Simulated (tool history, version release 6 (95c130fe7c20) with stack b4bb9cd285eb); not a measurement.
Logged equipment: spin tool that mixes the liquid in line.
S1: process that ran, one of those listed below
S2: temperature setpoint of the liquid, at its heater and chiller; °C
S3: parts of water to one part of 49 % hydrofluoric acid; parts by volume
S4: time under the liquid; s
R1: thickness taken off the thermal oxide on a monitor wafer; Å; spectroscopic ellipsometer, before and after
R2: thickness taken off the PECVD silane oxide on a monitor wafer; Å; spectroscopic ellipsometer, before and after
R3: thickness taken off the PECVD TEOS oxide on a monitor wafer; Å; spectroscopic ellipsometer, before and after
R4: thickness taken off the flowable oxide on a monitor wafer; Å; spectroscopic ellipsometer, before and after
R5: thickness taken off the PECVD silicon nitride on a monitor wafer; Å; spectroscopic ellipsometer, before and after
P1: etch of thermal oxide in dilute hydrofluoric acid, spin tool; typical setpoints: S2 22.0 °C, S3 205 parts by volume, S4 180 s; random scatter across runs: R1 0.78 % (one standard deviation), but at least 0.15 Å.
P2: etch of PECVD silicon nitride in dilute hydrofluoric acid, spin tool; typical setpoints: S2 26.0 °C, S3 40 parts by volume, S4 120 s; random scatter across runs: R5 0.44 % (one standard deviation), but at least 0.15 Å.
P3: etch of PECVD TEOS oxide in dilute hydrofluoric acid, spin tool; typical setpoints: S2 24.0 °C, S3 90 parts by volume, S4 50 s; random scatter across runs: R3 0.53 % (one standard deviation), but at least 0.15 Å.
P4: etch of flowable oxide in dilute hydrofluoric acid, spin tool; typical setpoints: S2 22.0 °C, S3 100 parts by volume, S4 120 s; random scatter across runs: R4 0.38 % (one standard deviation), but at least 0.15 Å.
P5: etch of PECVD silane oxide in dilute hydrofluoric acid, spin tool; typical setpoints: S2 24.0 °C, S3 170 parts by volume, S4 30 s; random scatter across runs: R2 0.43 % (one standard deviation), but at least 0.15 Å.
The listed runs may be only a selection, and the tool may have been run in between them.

run	hour	S1	S2	S3	S4	R1	R2	R3	R4	R5
1	3.2	P1	22.0	205	180	33.9200				
2	6.8	P5	24.0	85	30		108.490			
3	11.1	P1	22.0	360	180	16.4410				
4	16.4	P5	24.0	170	30		48.809			
5	20.5	P3	30.0	90	50			204.170		
6	24.8	P3	24.0	90	15			48.215		
7	29.2	P1	22.0	205	20	3.7708				
8	33.6	P4	22.0	185	120				204.92	
# hour 37.6: thermometer replaced
9	38.9	P1	22.0	205	180	33.9920				
10	44.1	P1	22.0	105	180	73.3380				
11	49.1	P3	24.0	90	50			161.310		
12	54.8	P1	30.0	205	180	45.6100				
13	59.9	P1	17.5	205	180	28.7970				
14	64.1	P2	26.0	40	120					85.372
15	70.2	P4	22.0	100	210				727.65	
16	74.3	P1	17.0	55	180	121.8200				
17	77.5	P1	22.0	205	180	33.9060				
18	80.9	P3	24.0	90	50			160.810		
19	84.9	P4	27.5	100	120				510.36	
20	90.5	P5	24.0	170	15		24.073			
21	94.3	P1	22.0	205	180	33.9760				
22	98.0	P5	24.0	170	30		49.053			
23	104.3	P5	28.0	170	30		57.088			
24	110.5	P1	22.0	205	295	56.0300				
25	115.0	P1	17.5	280	180	19.4910				
26	119.8	P4	22.0	100	120				413.88	
27	123.3	P2	26.0	40	195					139.490
28	126.4	P2	33.0	40	120					134.560
29	131.3	P2	26.0	40	120					85.158
30	135.4	P3	24.0	50	50			307.190		
31	140.2	P2	26.0	60	120					57.444
32	143.7	P1	22.0	205	180	34.1310				
33	148.0	P1	22.0	205	180	34.2410				
34	154.2	P1	22.0	205	180	34.2180				
35	157.8	P1	22.0	205	180	33.6230				
36	160.6	P1	22.0	205	180	32.7200				
37	165.3	P1	22.0	205	180	32.4370				
38	170.0	P1	22.0	205	180	31.4520				
39	175.8	P1	22.0	205	180	31.2040				
40	179.4	P1	22.0	205	180	31.8200				
41	183.8	P1	22.0	205	180	32.0130				
42	187.3	P1	22.0	205	180	31.1920				
43	193.0	P1	22.0	205	180	31.7190				
44	196.5	P1	22.0	205	180	31.9720				

The log shows P1 creeping away from where it was. Any of the 2 causes listed here, at the size stated for it, fits the log just as well as the others:
A: liquid colder than its thermometer reads (K) = 2.15
B: hydrofluoric acid flow below the setpoint (%) = 6.5
The gradual shift began around hour 154.2.

The check runs listed below each take one wafer, and their results are still question marks. Under which run would the listed causes lead to clearly different results?
check 1	200.0	P2	33.0	40	120					?
check 2	200.0	P4	22.0	180	120				?	
check 3	200.0	P3	28.0	60	50			?		
check 4	200.0	P5	27.5	170	15		?			

Check results expected under each cause:
check	result	if A	if B
check 1	R5	117.830	126.520
check 2	R4	193.00	193.57
check 3	R3	269.430	272.830
check 4	R2	25.663	25.603
Separation of the two closest causes in each check, using whichever result separates them best: check 1 7.11 %; check 2 0.3 %; check 3 1.25 %; check 4 0.23 %
Only check 1 tells the causes apart: in the others they would give nearly the same result.

Check 1 was carried out, with these results: R5 126.660 Å. Which of the listed causes is responsible?

The cause is B: hydrofluoric acid flow below the setpoint (%).
